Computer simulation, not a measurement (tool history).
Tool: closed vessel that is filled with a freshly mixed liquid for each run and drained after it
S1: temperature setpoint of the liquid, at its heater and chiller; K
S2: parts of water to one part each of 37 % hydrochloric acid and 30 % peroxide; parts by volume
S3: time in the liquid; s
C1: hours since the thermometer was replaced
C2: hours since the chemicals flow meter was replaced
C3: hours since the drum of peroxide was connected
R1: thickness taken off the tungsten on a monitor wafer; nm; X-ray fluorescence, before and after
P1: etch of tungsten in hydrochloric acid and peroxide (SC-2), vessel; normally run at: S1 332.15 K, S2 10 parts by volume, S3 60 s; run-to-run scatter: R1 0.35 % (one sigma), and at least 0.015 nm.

run	day	S1	S2	S3	C1	C2	C3	R1
1	0.321	332.15	10	60	468.1	1453.9	315.2	21.132
2	0.621	332.15	10	60	475.3	1461.1	322.4	21.108
3	0.908	332.15	10	110	482.2	1468	329.3	38.634
4	1.212	332.15	10	30	489.5	1475.3	336.6	10.545
5	1.625	332.15	18.5	60	499.4	1485.2	346.5	12.399
6	1.925	317.65	13.5	60	506.6	1492.4	353.7	6.2653
7	2.212	332.15	4	60	513.5	1499.3	360.6	42.046
# day 2.329: thermometer replaced
8	2.475	332.15	10	60	3.6	1505.6	366.9	21.057
9	2.733	316.15	10	60	9.8	1511.8	373.1	7.336
10	3.05	332.15	6.5	85	17.4	1519.4	380.7	42.303
11	3.333	345.15	10	60	24.2	1526.2	387.5	46.717
12	3.571	332.15	10	60	29.9	1531.9	393.2	20.995
13	4.017	332.15	10	60	40.6	1542.6	403.9	21.174
14	4.438	332.15	18	95	50.7	1552.7	414	20.146
15	4.862	332.15	10	60	60.9	1562.9	424.2	21.232
16	5.308	332.15	10	60	71.6	1573.6	434.9	21.03
17	5.546	332.15	10	60	77.3	1579.3	440.6	21.227
18	5.762	332.15	10	60	82.5	1584.5	445.8	20.545
19	6.179	332.15	10	60	92.5	1594.5	455.8	19.803
20	6.404	332.15	10	60	97.9	1599.9	461.2	19.671
21	6.783	332.15	10	60	107	1609	470.3	19.296
22	7.225	332.15	10	60	117.6	1619.6	480.9	19.177
# day 7.446: new drum of peroxide connected
23	7.546	332.15	10	60	125.3	1627.3	2.5	19.028
24	7.858	332.15	10	60	132.8	1634.8	10	19.037
25	8.233	332.15	10	60	141.8	1643.8	19	19.007

What P1 gives has crept away from where it was. These 2 causes fit the log equally well, each at the size given:
A: chemicals flow below the setpoint (%) = 11.8
B: liquid colder than its thermometer reads (K) = 1.67
The creep began at about day 5.546.
Why every other cause is out:
peroxide weaker than its label (%): serviced at day 7.446, which brought nothing back

4 check runs are offered, each on 2 wafers whose results are averaged, their results left as question marks. Which one tells the causes apart?
check 1	8.608	317.15	16	60				?
check 2	8.608	332.15	4	30				?
check 3	8.608	316.65	14.5	60				?
check 4	8.608	341.15	10	105				?

What each check would give under each cause:
check	result	if A	if B
check 1	R1	4.6699	4.6521
check 2	R1	19.395	19.001
check 3	R1	4.9269	4.9003
check 4	R1	57.822	58.13
How far apart the two closest causes lie, in the result that separates them most: check 1 0.38 %; check 2 2.05 %; check 3 0.54 %; check 4 0.53 %
Check 2 tells the causes apart: in the others they would give nearly the same result.

Then check 2 was run and gave: R1 19.004 nm. Which cause is it?

It is B: liquid colder than its thermometer reads (K).

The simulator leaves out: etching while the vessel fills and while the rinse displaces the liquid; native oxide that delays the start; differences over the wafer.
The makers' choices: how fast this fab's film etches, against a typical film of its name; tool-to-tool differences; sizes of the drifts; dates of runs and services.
